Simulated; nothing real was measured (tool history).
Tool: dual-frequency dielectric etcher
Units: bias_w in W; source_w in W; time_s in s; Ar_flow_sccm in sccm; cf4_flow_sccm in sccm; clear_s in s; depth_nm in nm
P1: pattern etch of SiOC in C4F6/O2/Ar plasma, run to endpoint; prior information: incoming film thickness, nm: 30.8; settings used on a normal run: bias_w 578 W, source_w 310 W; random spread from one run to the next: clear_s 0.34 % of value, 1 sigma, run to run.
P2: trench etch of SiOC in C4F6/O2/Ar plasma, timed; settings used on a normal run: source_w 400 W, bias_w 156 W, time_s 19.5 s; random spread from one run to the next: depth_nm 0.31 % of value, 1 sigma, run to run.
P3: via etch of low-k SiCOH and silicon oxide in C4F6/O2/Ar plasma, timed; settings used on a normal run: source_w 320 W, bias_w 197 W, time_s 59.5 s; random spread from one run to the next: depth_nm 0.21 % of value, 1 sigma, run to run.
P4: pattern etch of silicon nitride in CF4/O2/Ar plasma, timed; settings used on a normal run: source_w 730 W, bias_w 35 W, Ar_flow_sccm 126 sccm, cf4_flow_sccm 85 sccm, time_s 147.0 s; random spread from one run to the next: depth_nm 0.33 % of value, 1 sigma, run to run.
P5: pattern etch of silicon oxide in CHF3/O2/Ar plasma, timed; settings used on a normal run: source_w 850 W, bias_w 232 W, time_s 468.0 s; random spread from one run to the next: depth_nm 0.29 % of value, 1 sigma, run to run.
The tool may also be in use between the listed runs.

run	hour	process	bias_w	source_w	time_s	Ar_flow_sccm	cf4_flow_sccm	hours since the last wet clean	hours since the last bias power generator calibration	hours since the last source power generator calibration	clear_s	depth_nm
1	14.2	P1	578	310				77.0	1363.2	2151.7	10.9260	
2	27.4	P2	156	480	19.5			90.2	1376.4	2164.9		40.968
3	38.1	P3	153	320	59.5			100.9	1387.1	2175.6		133.980
4	46.2	P1	749	310				109.0	1395.2	2183.7	9.9019	
5	55.8	P4	35	730	147.0	149	85	118.6	1404.8	2193.3		328.650
6	64.1	P5	232	850	692.5			126.9	1413.1	2201.6		1719.700
7	76.7	P4	35	730	147.0	126	54	139.5	1425.7	2214.2		311.720
8	88.1	P5	294	850	468.0			150.9	1437.1	2225.6		1258.200
9	105.2	P3	197	200	59.5			168.0	1454.2	2242.7		120.920
10	121.7	P4	35	540	147.0	126	85	184.5	1470.7	2259.2		259.940
11	131.1	P2	156	400	19.5			193.9	1480.1	2268.6		37.930
12	143.0	P2	156	400	14.0			205.8	1492.0	2280.5		27.477
13	160.3	P1	578	310				223.1	1509.3	2297.8	11.0080	
14	175.8	P1	691	200				238.6	1524.8	2313.3	12.0190	
15	186.1	P2	156	400	19.5			248.9	1535.1	2323.6		38.028
16	198.8	P4	35	730	147.0	126	85	261.6	1547.8	2336.3		336.860
17	217.1	P1	742	400				279.9	1566.1	2354.6	9.0821	
18	231.2	P4	35	730	187.5	126	85	294.0	1580.2	2368.7		429.770
19	245.3	P5	232	1160	468.0			308.1	1594.3	2382.8		1305.900
20	262.2	P4	42	730	147.0	126	85	325.0	1611.2	2399.7		360.470
21	279.1	P1	578	310				341.9	1628.1	2416.6	10.9300	
22	291.7	P3	197	320	59.5			354.5	1640.7	2429.2		145.460
23	308.3	P3	197	320	59.5			371.1	1657.3	2445.8		145.140
24	319.0	P1	578	310				381.8	1668.0	2456.5	10.9210	
25	336.8	P2	189	400	19.5			399.6	1685.8	2474.3		40.366
26	350.8	P1	578	310				413.6	1699.8	2488.3	11.0020	
27	367.1	P1	384	310				429.9	1716.1	2504.6	12.8310	

Run 28 is up next; what results do you expect?
28	382.1	P1	578	440				444.9	1731.1	2519.6	?	

clear_s: 9.6548 s
